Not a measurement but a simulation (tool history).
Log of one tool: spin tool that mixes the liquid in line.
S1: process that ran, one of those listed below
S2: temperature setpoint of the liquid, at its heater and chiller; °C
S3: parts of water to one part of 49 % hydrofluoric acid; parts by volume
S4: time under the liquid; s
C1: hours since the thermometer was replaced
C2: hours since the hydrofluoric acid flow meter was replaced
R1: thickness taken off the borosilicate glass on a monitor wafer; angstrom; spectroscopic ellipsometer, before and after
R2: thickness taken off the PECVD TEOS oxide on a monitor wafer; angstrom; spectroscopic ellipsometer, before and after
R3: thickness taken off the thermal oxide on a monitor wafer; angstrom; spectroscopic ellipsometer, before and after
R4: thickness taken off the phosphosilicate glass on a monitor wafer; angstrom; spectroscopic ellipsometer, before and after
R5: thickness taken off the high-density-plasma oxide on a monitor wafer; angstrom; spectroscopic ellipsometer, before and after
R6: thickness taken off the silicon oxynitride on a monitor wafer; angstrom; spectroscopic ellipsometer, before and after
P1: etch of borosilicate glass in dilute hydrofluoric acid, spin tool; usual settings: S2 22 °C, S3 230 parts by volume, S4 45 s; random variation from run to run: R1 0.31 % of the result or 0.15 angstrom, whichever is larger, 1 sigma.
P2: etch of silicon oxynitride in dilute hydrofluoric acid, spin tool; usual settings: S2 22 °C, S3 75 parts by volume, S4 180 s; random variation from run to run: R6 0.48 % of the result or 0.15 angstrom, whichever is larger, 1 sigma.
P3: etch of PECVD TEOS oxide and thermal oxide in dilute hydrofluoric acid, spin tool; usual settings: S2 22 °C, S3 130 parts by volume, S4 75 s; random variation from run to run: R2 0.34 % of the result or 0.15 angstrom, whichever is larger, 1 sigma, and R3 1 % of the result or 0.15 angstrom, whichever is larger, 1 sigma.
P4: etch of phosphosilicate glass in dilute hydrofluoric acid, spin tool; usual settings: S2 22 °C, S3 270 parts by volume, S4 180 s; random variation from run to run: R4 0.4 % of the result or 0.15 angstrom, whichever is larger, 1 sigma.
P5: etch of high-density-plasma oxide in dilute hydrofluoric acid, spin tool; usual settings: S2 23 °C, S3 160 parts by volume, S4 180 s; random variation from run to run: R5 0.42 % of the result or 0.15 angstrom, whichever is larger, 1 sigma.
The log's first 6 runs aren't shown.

run,hour,S1,S2,S3,S4,C1,C2,R1,R2,R3,R4,R5,R6
7,68,P5,23,260,180,479.2,117.6,,,,,30.809,
8,78,P5,23,160,180,489.2,127.6,,,,,54.419,
9,86.3,P1,17,395,45,497.5,135.9,32.102,,,,,
10,94.1,P3,22,130,75,505.3,143.7,,82.305,23.776,,,
11,105.8,P5,23,160,60,517,155.4,,,,,18.46,
12,117.1,P1,22,315,45,528.3,166.7,51.488,,,,,
13,126.4,P4,22,270,15,537.6,176,,,,25.676,,
14,138.7,P3,22,130,145,549.9,188.3,,158.39,45.833,,,
15,152,P1,22,230,45,563.2,201.6,76.801,,,,,
16,165.8,P1,22,230,45,577,215.4,76.253,,,,,
17,177.7,P1,22,230,45,588.9,227.3,76.583,,,,,
18,186.7,P5,31,160,180,597.9,236.3,,,,,74.253,
19,197.4,P1,22,230,85,608.6,247,144.4,,,,,
20,204.9,P1,22,230,45,616.1,254.5,76.507,,,,,
21,216.5,P5,23,160,180,627.7,266.1,,,,,54.659,
22,228.1,P4,29,270,180,639.3,277.7,,,,392.38,,
23,239.4,P4,22,435,180,650.6,289,,,,165.28,,
24,252,P2,22,75,15,663.2,301.6,,,,,,3.6012
25,260.3,P2,22,25,180,671.5,309.9,,,,,,136.11
26,267.5,P3,29.5,130,75,678.7,317.1,,109.11,31.051,,,
# hour 269.1: thermometer replaced
27,275.1,P2,22,75,180,6.1,324.7,,,,,,43.941
28,286.6,P1,17,230,45,17.6,336.2,63.372,,,,,
29,297.7,P2,17,75,180,28.7,347.3,,,,,,33.73
30,310.8,P4,22,270,180,41.8,360.4,,,,306.51,,

The next listed run, before its measurement:
31,321.9,P1,22,230,20,52.9,371.5,?,,,,,

R1: 33.994 angstrom
